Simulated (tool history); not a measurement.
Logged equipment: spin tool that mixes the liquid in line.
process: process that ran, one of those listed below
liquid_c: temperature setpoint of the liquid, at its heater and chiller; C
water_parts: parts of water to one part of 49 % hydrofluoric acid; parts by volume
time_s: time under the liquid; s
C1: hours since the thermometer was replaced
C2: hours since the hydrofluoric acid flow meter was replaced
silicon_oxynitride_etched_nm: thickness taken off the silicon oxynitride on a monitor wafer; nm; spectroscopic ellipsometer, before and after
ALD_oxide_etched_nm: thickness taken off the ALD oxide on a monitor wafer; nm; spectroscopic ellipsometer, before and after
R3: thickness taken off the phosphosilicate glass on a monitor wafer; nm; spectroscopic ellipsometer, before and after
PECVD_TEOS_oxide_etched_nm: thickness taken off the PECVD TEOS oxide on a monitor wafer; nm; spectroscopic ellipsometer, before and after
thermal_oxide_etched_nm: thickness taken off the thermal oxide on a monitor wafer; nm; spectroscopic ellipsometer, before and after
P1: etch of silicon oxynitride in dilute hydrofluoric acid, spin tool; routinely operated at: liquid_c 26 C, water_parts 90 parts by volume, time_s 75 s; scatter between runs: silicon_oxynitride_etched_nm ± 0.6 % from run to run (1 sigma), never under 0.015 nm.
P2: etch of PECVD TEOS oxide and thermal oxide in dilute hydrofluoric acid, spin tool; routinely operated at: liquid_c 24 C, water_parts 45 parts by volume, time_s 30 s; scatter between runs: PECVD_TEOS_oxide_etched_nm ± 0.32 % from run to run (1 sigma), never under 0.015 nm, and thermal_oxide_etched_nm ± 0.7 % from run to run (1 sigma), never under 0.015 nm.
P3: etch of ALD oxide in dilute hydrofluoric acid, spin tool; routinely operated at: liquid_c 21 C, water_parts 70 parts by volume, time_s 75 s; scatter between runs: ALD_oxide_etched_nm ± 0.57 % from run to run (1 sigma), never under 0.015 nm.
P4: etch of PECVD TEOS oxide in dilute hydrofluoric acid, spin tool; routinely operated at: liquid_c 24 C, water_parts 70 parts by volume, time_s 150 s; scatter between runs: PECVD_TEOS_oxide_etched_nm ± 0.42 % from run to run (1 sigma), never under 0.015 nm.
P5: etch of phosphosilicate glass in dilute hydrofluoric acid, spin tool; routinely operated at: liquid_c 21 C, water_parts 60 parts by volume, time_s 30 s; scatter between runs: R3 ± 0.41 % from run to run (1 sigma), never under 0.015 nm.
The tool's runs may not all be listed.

run 1 hour=9.8 | process=P1 liquid_c=26 water_parts=90 time_s=75 | C1=564.4 C2=758.5 | silicon_oxynitride_etched_nm=4.2695
run 2 hour=19.6 | process=P3 liquid_c=21 water_parts=70 time_s=75 | C1=574.2 C2=768.3 | ALD_oxide_etched_nm=13.248
run 3 hour=26.3 | process=P5 liquid_c=21 water_parts=20 time_s=30 | C1=580.9 C2=775 | R3=195.96
run 4 hour=34.5 | process=P3 liquid_c=21 water_parts=70 time_s=75 | C1=589.1 C2=783.2 | ALD_oxide_etched_nm=13.006
run 5 hour=42.2 | process=P2 liquid_c=24 water_parts=45 time_s=30 | C1=596.8 C2=790.9 | PECVD_TEOS_oxide_etched_nm=9.0624 thermal_oxide_etched_nm=3.463
run 6 hour=52.7 | process=P1 liquid_c=26 water_parts=90 time_s=75 | C1=607.3 C2=801.4 | silicon_oxynitride_etched_nm=4.3099
run 7 hour=58.5 | process=P1 liquid_c=26 water_parts=20 time_s=75 | C1=613.1 C2=807.2 | silicon_oxynitride_etched_nm=20.526
run 8 hour=69.5 | process=P5 liquid_c=17 water_parts=60 time_s=30 | C1=624.1 C2=818.2 | R3=52.566
run 9 hour=74.5 | process=P3 liquid_c=21 water_parts=30 time_s=75 | C1=629.1 C2=823.2 | ALD_oxide_etched_nm=32.459
run 10 hour=84.5 | process=P1 liquid_c=26 water_parts=90 time_s=75 | C1=639.1 C2=833.2 | silicon_oxynitride_etched_nm=4.3487
run 11 hour=94.9 | process=P1 liquid_c=20.5 water_parts=90 time_s=75 | C1=649.5 C2=843.6 | silicon_oxynitride_etched_nm=3.3063
run 12 hour=100.7 | process=P1 liquid_c=32 water_parts=90 time_s=75 | C1=655.3 C2=849.4 | silicon_oxynitride_etched_nm=5.6455
run 13 hour=106.4 | process=P1 liquid_c=26 water_parts=90 time_s=125 | C1=661 C2=855.1 | silicon_oxynitride_etched_nm=7.1887
run 14 hour=113.3 | process=P1 liquid_c=26 water_parts=90 time_s=35 | C1=667.9 C2=862 | silicon_oxynitride_etched_nm=1.9836
run 15 hour=118.5 | process=P2 liquid_c=18.5 water_parts=45 time_s=30 | C1=673.1 C2=867.2 | PECVD_TEOS_oxide_etched_nm=7.2341 thermal_oxide_etched_nm=2.7092
run 16 hour=127.4 | process=P2 liquid_c=24 water_parts=45 time_s=65 | C1=682 C2=876.1 | PECVD_TEOS_oxide_etched_nm=19.639 thermal_oxide_etched_nm=7.3019
run 17 hour=137.3 | process=P4 liquid_c=24 water_parts=120 time_s=150 | C1=691.9 C2=886 | PECVD_TEOS_oxide_etched_nm=25.114
run 18 hour=142.5 | process=P1 liquid_c=26 water_parts=145 time_s=75 | C1=697.1 C2=891.2 | silicon_oxynitride_etched_nm=2.5423
run 19 hour=147.6 | process=P4 liquid_c=24 water_parts=70 time_s=260 | C1=702.2 C2=896.3 | PECVD_TEOS_oxide_etched_nm=78.907
run 20 hour=154.2 | process=P3 liquid_c=21 water_parts=70 time_s=30 | C1=708.8 C2=902.9 | ALD_oxide_etched_nm=5.249
run 21 hour=159.3 | process=P5 liquid_c=21 water_parts=60 time_s=55 | C1=713.9 C2=908 | R3=114.24
run 22 hour=167.7 | process=P5 liquid_c=21 water_parts=60 time_s=30 | C1=722.3 C2=916.4 | R3=62.312
run 23 hour=176.6 | process=P4 liquid_c=24 water_parts=70 time_s=150 | C1=731.2 C2=925.3 | PECVD_TEOS_oxide_etched_nm=45.623
run 24 hour=182.2 | process=P4 liquid_c=31.5 water_parts=70 time_s=150 | C1=736.8 C2=930.9 | PECVD_TEOS_oxide_etched_nm=61.408
run 25 hour=188.2 | process=P1 liquid_c=26 water_parts=145 time_s=125 | C1=742.8 C2=936.9 | silicon_oxynitride_etched_nm=4.2962
run 26 hour=195.4 | process=P1 liquid_c=26 water_parts=90 time_s=75 | C1=750 C2=944.1 | silicon_oxynitride_etched_nm=4.2621
run 27 hour=205.6 | process=P2 liquid_c=24 water_parts=20 time_s=30 | C1=760.2 C2=954.3 | PECVD_TEOS_oxide_etched_nm=21.122 thermal_oxide_etched_nm=7.927
run 28 hour=214.1 | process=P5 liquid_c=21 water_parts=60 time_s=30 | C1=768.7 C2=962.8 | R3=62.087
run 29 hour=223.8 | process=P1 liquid_c=18 water_parts=20 time_s=75 | C1=778.4 C2=972.5 | silicon_oxynitride_etched_nm=13.699
run 30 hour=233.8 | process=P1 liquid_c=26 water_parts=90 time_s=75 | C1=788.4 C2=982.5 | silicon_oxynitride_etched_nm=4.2968
run 31 hour=240.9 | process=P2 liquid_c=24 water_parts=45 time_s=30 | C1=795.5 C2=989.6 | PECVD_TEOS_oxide_etched_nm=9.0568 thermal_oxide_etched_nm=3.4704
run 32 hour=251.6 | process=P3 liquid_c=25.5 water_parts=70 time_s=75 | C1=806.2 C2=1000.3 | ALD_oxide_etched_nm=15.896
run 33 hour=258.4 | process=P1 liquid_c=26 water_parts=90 time_s=75 | C1=813 C2=1007.1 | silicon_oxynitride_etched_nm=4.3163
run 34 hour=264.7 | process=P1 liquid_c=26 water_parts=90 time_s=75 | C1=819.3 C2=1013.4 | silicon_oxynitride_etched_nm=4.4721
run 35 hour=273.2 | process=P1 liquid_c=26 water_parts=90 time_s=75 | C1=827.8 C2=1021.9 | silicon_oxynitride_etched_nm=4.6136
run 36 hour=281.3 | process=P1 liquid_c=26 water_parts=90 time_s=75 | C1=835.9 C2=1030 | silicon_oxynitride_etched_nm=4.741
run 37 hour=288.9 | process=P1 liquid_c=26 water_parts=90 time_s=75 | C1=843.5 C2=1037.6 | silicon_oxynitride_etched_nm=4.7103
run 38 hour=298.5 | process=P1 liquid_c=26 water_parts=90 time_s=75 | C1=853.1 C2=1047.2 | silicon_oxynitride_etched_nm=4.8093
run 39 hour=307.3 | process=P1 liquid_c=26 water_parts=90 time_s=75 | C1=861.9 C2=1056 | silicon_oxynitride_etched_nm=4.8087

What P1 gives has crept off from where it sat before. The 2 causes that follow fit the log equally well, each at the size noted:
A: hydrofluoric acid flow above the setpoint (%) = 10.8
B: liquid hotter than its thermometer reads (K) = 2.4
The drift started at roughly hour 258.4.

The check runs listed below each take one wafer, and their results are still question marks. Under which run would the listed causes lead to clearly different results?
run check 1 hour=316.1 | process=P3 liquid_c=24.5 water_parts=35 time_s=75 | ALD_oxide_etched_nm=?
run check 2 hour=316.1 | process=P2 liquid_c=24 water_parts=20 time_s=30 | PECVD_TEOS_oxide_etched_nm=? thermal_oxide_etched_nm=?
run check 3 hour=316.1 | process=P4 liquid_c=30.5 water_parts=115 time_s=150 | PECVD_TEOS_oxide_etched_nm=?
run check 4 hour=316.1 | process=P5 liquid_c=21 water_parts=20 time_s=55 | R3=?

How each check would come out, cause by cause:
check=check_1 result=ALD_oxide_etched_nm if_A=35.31 if_B=35.013
check=check_2 result=PECVD_TEOS_oxide_etched_nm if_A=23.527 if_B=23.415
check=check_2 result=thermal_oxide_etched_nm if_A=8.8654 if_B=8.823
check=check_3 result=PECVD_TEOS_oxide_etched_nm if_A=37.898 if_B=36.742
check=check_4 result=R3 if_A=399.81 if_B=398.86
Per check, the gap between the least separated pair of causes, taken in the result that splits them most: check 1 0.84 %; check 2 0.48 %; check 3 3.1 %; check 4 0.24 %
The other checks would show nearly matching results whichever cause is true, so check 3 is the only one that separates the causes.

Check 3 was then run and gave: PECVD_TEOS_oxide_etched_nm 36.751 nm. Which cause is it?

It was cause B: liquid hotter than its thermometer reads (K).

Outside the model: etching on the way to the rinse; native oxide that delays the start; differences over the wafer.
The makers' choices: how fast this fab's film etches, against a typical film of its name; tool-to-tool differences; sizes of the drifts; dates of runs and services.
